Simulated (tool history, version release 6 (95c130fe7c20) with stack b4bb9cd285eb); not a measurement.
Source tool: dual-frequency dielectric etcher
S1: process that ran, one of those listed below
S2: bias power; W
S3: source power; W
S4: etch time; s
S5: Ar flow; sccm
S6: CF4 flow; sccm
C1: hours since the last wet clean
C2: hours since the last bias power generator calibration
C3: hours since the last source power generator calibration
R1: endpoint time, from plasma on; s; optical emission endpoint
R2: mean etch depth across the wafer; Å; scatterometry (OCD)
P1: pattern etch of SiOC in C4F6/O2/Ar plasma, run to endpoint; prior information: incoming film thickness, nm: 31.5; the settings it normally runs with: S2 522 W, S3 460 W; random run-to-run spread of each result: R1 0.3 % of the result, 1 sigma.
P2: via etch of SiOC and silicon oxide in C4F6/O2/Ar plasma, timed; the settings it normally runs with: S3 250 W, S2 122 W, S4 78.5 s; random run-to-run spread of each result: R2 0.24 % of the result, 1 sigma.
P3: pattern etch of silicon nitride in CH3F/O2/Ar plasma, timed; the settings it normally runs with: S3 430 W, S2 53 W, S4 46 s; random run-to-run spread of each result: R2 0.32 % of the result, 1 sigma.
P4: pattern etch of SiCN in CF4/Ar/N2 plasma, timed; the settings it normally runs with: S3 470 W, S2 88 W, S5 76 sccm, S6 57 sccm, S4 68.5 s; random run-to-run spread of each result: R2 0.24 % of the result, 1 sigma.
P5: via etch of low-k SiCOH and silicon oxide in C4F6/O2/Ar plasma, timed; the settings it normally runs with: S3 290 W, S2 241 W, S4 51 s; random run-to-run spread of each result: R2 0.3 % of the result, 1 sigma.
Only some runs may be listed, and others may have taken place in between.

run   hour  S1   S2   S3    S4  S5  S6     C1      C2      C3      R1      R2
  1    6.2  P1  522  460                 66.7  3302.2  1346.6  9.7387
  2   12.8  P5  241  350    51           73.3  3308.8  1353.2          1260.7
  3   19.1  P1  705  310                 79.6  3315.1  1359.5  10.016
  4   24.8  P1  623  460                 85.3  3320.8  1365.2  9.0677
  5   31.5  P4   88  470    40  76  57     92  3327.5  1371.9          390.26
  6   36.5  P2  122  250    43             97  3332.5  1376.9          349.57
  7   41.2  P1  522  620                101.7  3337.2  1381.6  8.6644
  8   47.5  P4   88  470  68.5  76  57    108  3343.5  1387.9          668.22
  9     51  P1  652  570                111.5    3347  1391.4  8.2619
 10   55.1  P4   88  470  68.5  76  34  115.6  3351.1  1395.5           621.6
 11   60.9  P4  116  470  68.5  76  57  121.4  3356.9  1401.3          737.68
 12   67.4  P3   53  430  25.5          127.9  3363.4  1407.8          163.65
      70.9  -- wet clean of the chamber
 13   72.3  P1  522  460                  1.4  3368.3  1412.7  9.7133
 14   77.7  P3   75  430    46            6.8  3373.7  1418.1          332.88
 15   83.9  P5  187  290    51             13  3379.9  1424.3          1074.6
 16   87.8  P4   88  310  68.5  76  57   16.9  3383.8  1428.2          464.62
 17   94.1  P2  122  330  78.5           23.2  3390.1  1434.5          716.89
 18   98.1  P3   53  430    46           27.2  3394.1  1438.5          295.93
 19  104.2  P1  522  350                 33.3  3400.2  1444.6   10.73
 20  107.7  P1  323  310                 36.8  3403.7  1448.1  13.304
 21  112.6  P1  522  460                 41.7  3408.6    1453  9.7123
 22  117.4  P1  522  460                 46.5  3413.4  1457.8  9.6893
 23  120.6  P1  428  460                 49.7  3416.6    1461  10.454
 24  126.9  P4   88  470  68.5  95  57     56  3422.9  1467.3          648.99
 25  131.9  P5  241  290    51             61  3427.9  1472.3          1169.6
 26  135.4  P1  522  460                 64.5  3431.4  1475.8  9.7052
 27  142.4  P2  122  250  78.5           71.5  3438.4  1482.8          639.18
 28  146.2  P2   73  250  78.5           75.3  3442.2  1486.6          555.79
 29  152.1  P4   88  470  68.5  76  57   81.2  3448.1  1492.5          669.42
 30  156.4  P1  522  460                 85.5  3452.4  1496.8    9.69
 31  160.8  P3   53  300    46           89.9  3456.8  1501.2          257.29
 32  166.2  P5  241  290    72           95.3  3462.2  1506.6          1656.2
 33  169.4  P1  522  460                 98.5  3465.4  1509.8  9.7166
 34  175.9  P1  522  460                  105  3471.9  1516.3  9.7023
 35  182.4  P1  522  460                111.5  3478.4  1522.8  9.5662
 36  186.7  P1  522  460                115.8  3482.7  1527.1  9.6166
 37  193.1  P1  522  460                122.2  3489.1  1533.5  9.6082
     196.3  -- wet clean of the chamber
 38  197.9  P1  522  460                  1.6  3493.9  1538.3   9.625
 39  204.8  P1  522  460                  8.5  3500.8  1545.2  9.5879
 40  209.4  P1  522  460                 13.1  3505.4  1549.8  9.5313
 41  213.4  P1  522  460                 17.1  3509.4  1553.8  9.5629
 42  218.9  P1  522  460                 22.6  3514.9  1559.3  9.5586

What P1 gives has crept off from where it sat before. The 2 causes that follow fit the log equally well, each at the size noted:
A: bias power that arrives over what is set, % = 4.12
B: source power that arrives over what is set, % = 4.17
The creep began at about hour 169.4.
The rest of the possible causes, and what rules out each one:
chamber walls in a state that raises the etch rate, %: serviced at hour 196.3, after the change had begun; the process did not return to its earlier output

Listed below are the offered check runs, one wafer per run, with question marks in place of results. For which of them would the causes give clearly different outcomes?
check 1  224.4  P5  241  290    51                           ?
check 2  224.4  P2  122  250  78.5                           ?
check 3  224.4  P3   53  430    46                           ?
check 4  224.4  P4   88  470  68.5  76  57                   ?

What every check run would give for each of its results, assuming each possible cause in turn:
  check  result    if A    if B
check 1      R2  1187.9  1189.9
check 2      R2  649.21  651.57
check 3      R2  300.01  300.93
check 4      R2  678.16  692.79
Gap, in per cent, between the two causes that each check separates least, read from the result that separates them most: check 1 0.17 %; check 2 0.36 %; check 3 0.31 %; check 4 2.13 %
Check 4 distinguishes between the causes, while the remaining checks would return nearly the same result for all of them.

The results of check 4 are: R2 692.39 Å. Based on these, which of the listed causes is it?

The cause is B: source power that arrives over what is set, %.

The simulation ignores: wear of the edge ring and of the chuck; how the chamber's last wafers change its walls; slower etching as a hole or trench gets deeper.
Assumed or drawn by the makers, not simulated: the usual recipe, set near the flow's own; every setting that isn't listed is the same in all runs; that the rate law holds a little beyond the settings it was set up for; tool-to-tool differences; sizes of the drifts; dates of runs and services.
